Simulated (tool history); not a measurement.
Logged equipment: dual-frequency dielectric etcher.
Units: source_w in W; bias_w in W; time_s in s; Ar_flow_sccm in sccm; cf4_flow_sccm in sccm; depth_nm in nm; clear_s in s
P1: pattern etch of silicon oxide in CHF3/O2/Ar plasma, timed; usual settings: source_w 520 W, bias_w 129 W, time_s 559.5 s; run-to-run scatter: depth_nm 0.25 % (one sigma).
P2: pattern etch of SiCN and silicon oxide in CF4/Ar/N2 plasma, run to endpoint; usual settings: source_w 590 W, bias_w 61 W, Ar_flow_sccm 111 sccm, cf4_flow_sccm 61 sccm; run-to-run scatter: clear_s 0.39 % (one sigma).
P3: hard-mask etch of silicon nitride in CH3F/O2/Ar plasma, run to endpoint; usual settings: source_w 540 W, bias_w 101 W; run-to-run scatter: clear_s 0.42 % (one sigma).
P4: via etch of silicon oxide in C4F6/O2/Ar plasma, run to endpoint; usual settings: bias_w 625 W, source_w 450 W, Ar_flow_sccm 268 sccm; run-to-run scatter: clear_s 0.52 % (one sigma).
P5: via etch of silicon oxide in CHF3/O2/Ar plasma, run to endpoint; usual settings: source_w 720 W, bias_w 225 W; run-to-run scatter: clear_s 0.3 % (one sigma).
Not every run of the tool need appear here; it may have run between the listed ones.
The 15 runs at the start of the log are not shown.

Run 16, hour 82.8: process P1, source_w 650 W, bias_w 129 W, time_s 559.5 s. Result: depth_nm 1011.8 nm.
Run 17, hour 90.1: process P1, source_w 520 W, bias_w 175 W, time_s 690 s. Result: depth_nm 1260.4 nm.
Run 18, hour 95.6: process P2, source_w 590 W, bias_w 36 W, Ar_flow_sccm 111 sccm, cf4_flow_sccm 61 sccm. Result: clear_s 15.957 s.
Run 19, hour 101.5: process P5, source_w 980 W, bias_w 225 W. Result: clear_s 293.44 s.
Run 20, hour 107.4: process P1, source_w 520 W, bias_w 168 W, time_s 559.5 s. Result: depth_nm 1006.6 nm.
Run 21, hour 111.3: process P1, source_w 330 W, bias_w 129 W, time_s 307.5 s. Result: depth_nm 428.03 nm.
Run 22, hour 117.3: process P3, source_w 540 W, bias_w 101 W. Result: clear_s 43.44 s.
Run 23, hour 123: process P1, source_w 520 W, bias_w 129 W, time_s 559.5 s. Result: depth_nm 929.7 nm.
At hour 125.8: source power generator calibrated.
Run 24, hour 129.3: process P1, source_w 520 W, bias_w 81 W, time_s 709 s. Result: depth_nm 1020.3 nm.
Run 25, hour 133.2: process P3, source_w 320 W, bias_w 101 W. Result: clear_s 53.031 s.
Run 26, hour 139.2: process P1, source_w 520 W, bias_w 129 W, time_s 559.5 s. Result: depth_nm 927.12 nm.
Run 27, hour 145.4: process P3, source_w 540 W, bias_w 133 W. Result: clear_s 39.435 s.
Run 28, hour 151: process P1, source_w 520 W, bias_w 129 W, time_s 430.5 s. Result: depth_nm 714.2 nm.
Run 29, hour 158: process P2, source_w 590 W, bias_w 61 W, Ar_flow_sccm 111 sccm, cf4_flow_sccm 47 sccm. Result: clear_s 14.088 s.
Run 30, hour 164.9: process P4, source_w 450 W, bias_w 625 W, Ar_flow_sccm 268 sccm. Result: clear_s 15.698 s.

Forecast run 31:
Run 31, hour 170.5: process P5, source_w 720 W, bias_w 296 W. Result: clear_s ?.

{"run 31": {"clear_s": 300.48}}
